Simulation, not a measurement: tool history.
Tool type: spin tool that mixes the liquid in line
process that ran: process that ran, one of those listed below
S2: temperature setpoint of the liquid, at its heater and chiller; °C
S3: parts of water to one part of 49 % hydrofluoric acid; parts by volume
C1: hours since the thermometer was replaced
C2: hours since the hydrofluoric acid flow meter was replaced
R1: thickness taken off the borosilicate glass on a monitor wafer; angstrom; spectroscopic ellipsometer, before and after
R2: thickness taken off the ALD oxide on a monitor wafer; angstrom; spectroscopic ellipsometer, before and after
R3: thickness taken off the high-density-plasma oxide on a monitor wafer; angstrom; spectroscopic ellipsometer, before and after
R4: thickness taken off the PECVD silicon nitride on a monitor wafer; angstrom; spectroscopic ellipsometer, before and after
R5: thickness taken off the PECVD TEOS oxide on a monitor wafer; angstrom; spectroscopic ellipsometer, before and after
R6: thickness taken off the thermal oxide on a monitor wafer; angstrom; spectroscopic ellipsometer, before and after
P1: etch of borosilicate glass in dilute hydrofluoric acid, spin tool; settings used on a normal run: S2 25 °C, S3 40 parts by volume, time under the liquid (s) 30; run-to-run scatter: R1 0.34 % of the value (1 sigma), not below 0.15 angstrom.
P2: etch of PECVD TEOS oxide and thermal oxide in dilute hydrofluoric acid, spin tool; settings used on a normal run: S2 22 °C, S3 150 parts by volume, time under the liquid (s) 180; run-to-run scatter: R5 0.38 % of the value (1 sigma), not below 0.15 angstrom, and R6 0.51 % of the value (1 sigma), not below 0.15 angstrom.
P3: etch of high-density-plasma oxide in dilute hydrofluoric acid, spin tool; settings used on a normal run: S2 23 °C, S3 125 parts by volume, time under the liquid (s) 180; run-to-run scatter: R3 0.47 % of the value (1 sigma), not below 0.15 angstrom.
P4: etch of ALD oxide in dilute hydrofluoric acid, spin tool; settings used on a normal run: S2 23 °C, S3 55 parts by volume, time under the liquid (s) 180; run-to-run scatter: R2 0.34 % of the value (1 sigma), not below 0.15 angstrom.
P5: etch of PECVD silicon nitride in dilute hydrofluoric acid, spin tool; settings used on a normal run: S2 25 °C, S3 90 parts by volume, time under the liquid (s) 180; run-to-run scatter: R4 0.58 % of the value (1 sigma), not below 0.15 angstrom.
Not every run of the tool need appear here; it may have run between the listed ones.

{"run": 1, "hour": 12.7, "process that ran": "P1", "S2": 25, "S3": 40, "time under the liquid (s)": 30, "C1": 463.6, "C2": 307.9, "R1": 416.78}
{"run": 2, "hour": 26.5, "process that ran": "P4", "S2": 23, "S3": 55, "time under the liquid (s)": 85, "C1": 477.4, "C2": 321.7, "R2": 146.61}
{"run": 3, "hour": 40.8, "process that ran": "P1", "S2": 18.5, "S3": 40, "time under the liquid (s)": 30, "C1": 491.7, "C2": 336, "R1": 315.89}
{"run": 4, "hour": 50.8, "process that ran": "P3", "S2": 23, "S3": 125, "time under the liquid (s)": 180, "C1": 501.7, "C2": 346, "R3": 76.657}
{"run": 5, "hour": 64.1, "process that ran": "P5", "S2": 25, "S3": 30, "time under the liquid (s)": 180, "C1": 515, "C2": 359.3, "R4": 150.86}
{"run": 6, "hour": 74.9, "process that ran": "P5", "S2": 25, "S3": 90, "time under the liquid (s)": 180, "C1": 525.8, "C2": 370.1, "R4": 52.046}
{"run": 7, "hour": 81.6, "process that ran": "P2", "S2": 22, "S3": 150, "time under the liquid (s)": 180, "C1": 532.5, "C2": 376.8, "R5": 120.35, "R6": 49.317}
{"run": 8, "hour": 91.4, "process that ran": "P5", "S2": 29.5, "S3": 90, "time under the liquid (s)": 180, "C1": 542.3, "C2": 386.6, "R4": 68.859}
{"run": 9, "hour": 104.2, "process that ran": "P1", "S2": 25, "S3": 60, "time under the liquid (s)": 30, "C1": 555.1, "C2": 399.4, "R1": 271.81}
{"run": 10, "hour": 115.9, "process that ran": "P2", "S2": 22, "S3": 150, "time under the liquid (s)": 180, "C1": 566.8, "C2": 411.1, "R5": 120, "R6": 49.312}
{"run": 11, "hour": 124.3, "process that ran": "P4", "S2": 23, "S3": 55, "time under the liquid (s)": 180, "C1": 575.2, "C2": 419.5, "R2": 309.58}
{"run": 12, "hour": 131.3, "process that ran": "P1", "S2": 25, "S3": 65, "time under the liquid (s)": 55, "C1": 582.2, "C2": 426.5, "R1": 455.33}
{"run": 13, "hour": 144.5, "process that ran": "P5", "S2": 25, "S3": 90, "time under the liquid (s)": 360, "C1": 595.4, "C2": 439.7, "R4": 102.64}
{"run": 14, "hour": 152.4, "process that ran": "P1", "S2": 25, "S3": 20, "time under the liquid (s)": 30, "C1": 603.3, "C2": 447.6, "R1": 857.54}
{"run": 15, "hour": 160.9, "process that ran": "P1", "S2": 25, "S3": 40, "time under the liquid (s)": 15, "C1": 611.8, "C2": 456.1, "R1": 209.63}
{"run": 16, "hour": 167.4, "process that ran": "P4", "S2": 23, "S3": 55, "time under the liquid (s)": 180, "C1": 618.3, "C2": 462.6, "R2": 309.44}
{"run": 17, "hour": 181.8, "process that ran": "P4", "S2": 23, "S3": 95, "time under the liquid (s)": 180, "C1": 632.7, "C2": 477, "R2": 172.4}
{"run": 18, "hour": 196.0, "process that ran": "P1", "S2": 31, "S3": 40, "time under the liquid (s)": 30, "C1": 646.9, "C2": 491.2, "R1": 530.93}
{"run": 19, "hour": 208.2, "process that ran": "P4", "S2": 31, "S3": 55, "time under the liquid (s)": 180, "C1": 659.1, "C2": 503.4, "R2": 430.97}
{"run": 20, "hour": 220.3, "process that ran": "P3", "S2": 23, "S3": 30, "time under the liquid (s)": 180, "C1": 671.2, "C2": 515.5, "R3": 360.14}
{"hour": 228.8, "done": "thermometer replaced"}
{"run": 21, "hour": 232.4, "process that ran": "P2", "S2": 22, "S3": 150, "time under the liquid (s)": 90, "C1": 3.6, "C2": 527.6, "R5": 60.061, "R6": 25.256}
{"run": 22, "hour": 240.5, "process that ran": "P1", "S2": 25, "S3": 40, "time under the liquid (s)": 30, "C1": 11.7, "C2": 535.7, "R1": 414.81}
{"run": 23, "hour": 254.7, "process that ran": "P1", "S2": 25, "S3": 40, "time under the liquid (s)": 30, "C1": 25.9, "C2": 549.9, "R1": 414.96}
{"run": 24, "hour": 262.4, "process that ran": "P1", "S2": 32, "S3": 40, "time under the liquid (s)": 15, "C1": 33.6, "C2": 557.6, "R1": 275.31}
{"run": 25, "hour": 271.9, "process that ran": "P2", "S2": 17, "S3": 150, "time under the liquid (s)": 180, "C1": 43.1, "C2": 567.1, "R5": 99.434, "R6": 40.491}
{"run": 26, "hour": 281.5, "process that ran": "P3", "S2": 17, "S3": 125, "time under the liquid (s)": 180, "C1": 52.7, "C2": 576.7, "R3": 60.04}
{"run": 27, "hour": 295.7, "process that ran": "P5", "S2": 25, "S3": 90, "time under the liquid (s)": 180, "C1": 66.9, "C2": 590.9, "R4": 51.624}
{"run": 28, "hour": 303.9, "process that ran": "P2", "S2": 22, "S3": 30, "time under the liquid (s)": 180, "C1": 75.1, "C2": 599.1, "R5": 691.25, "R6": 286.33}
{"run": 29, "hour": 311.8, "process that ran": "P3", "S2": 23, "S3": 125, "time under the liquid (s)": 85, "C1": 83, "C2": 607, "R3": 35.987}
{"run": 30, "hour": 326.4, "process that ran": "P1", "S2": 25, "S3": 40, "time under the liquid (s)": 60, "C1": 97.6, "C2": 621.6, "R1": 835.38}
{"run": 31, "hour": 334.7, "process that ran": "P1", "S2": 25, "S3": 40, "time under the liquid (s)": 30, "C1": 105.9, "C2": 629.9, "R1": 415.63}
{"run": 32, "hour": 346.7, "process that ran": "P1", "S2": 25, "S3": 40, "time under the liquid (s)": 30, "C1": 117.9, "C2": 641.9, "R1": 417.77}
{"run": 33, "hour": 355.5, "process that ran": "P1", "S2": 25, "S3": 40, "time under the liquid (s)": 30, "C1": 126.7, "C2": 650.7, "R1": 429.68}
{"run": 34, "hour": 366.3, "process that ran": "P1", "S2": 25, "S3": 40, "time under the liquid (s)": 30, "C1": 137.5, "C2": 661.5, "R1": 440.15}
{"run": 35, "hour": 374.4, "process that ran": "P1", "S2": 25, "S3": 40, "time under the liquid (s)": 30, "C1": 145.6, "C2": 669.6, "R1": 440.38}
{"run": 36, "hour": 385.2, "process that ran": "P1", "S2": 25, "S3": 40, "time under the liquid (s)": 30, "C1": 156.4, "C2": 680.4, "R1": 446.16}
{"run": 37, "hour": 399.4, "process that ran": "P1", "S2": 25, "S3": 40, "time under the liquid (s)": 30, "C1": 170.6, "C2": 694.6, "R1": 446.18}

Forecast run 38:
{"run": 38, "hour": 407.7, "process that ran": "P1", "S2": 25, "S3": 40, "time under the liquid (s)": 30, "C1": 178.9, "C2": 702.9, "R1": "?"}

{"run 38": {"R1": 448.36}}

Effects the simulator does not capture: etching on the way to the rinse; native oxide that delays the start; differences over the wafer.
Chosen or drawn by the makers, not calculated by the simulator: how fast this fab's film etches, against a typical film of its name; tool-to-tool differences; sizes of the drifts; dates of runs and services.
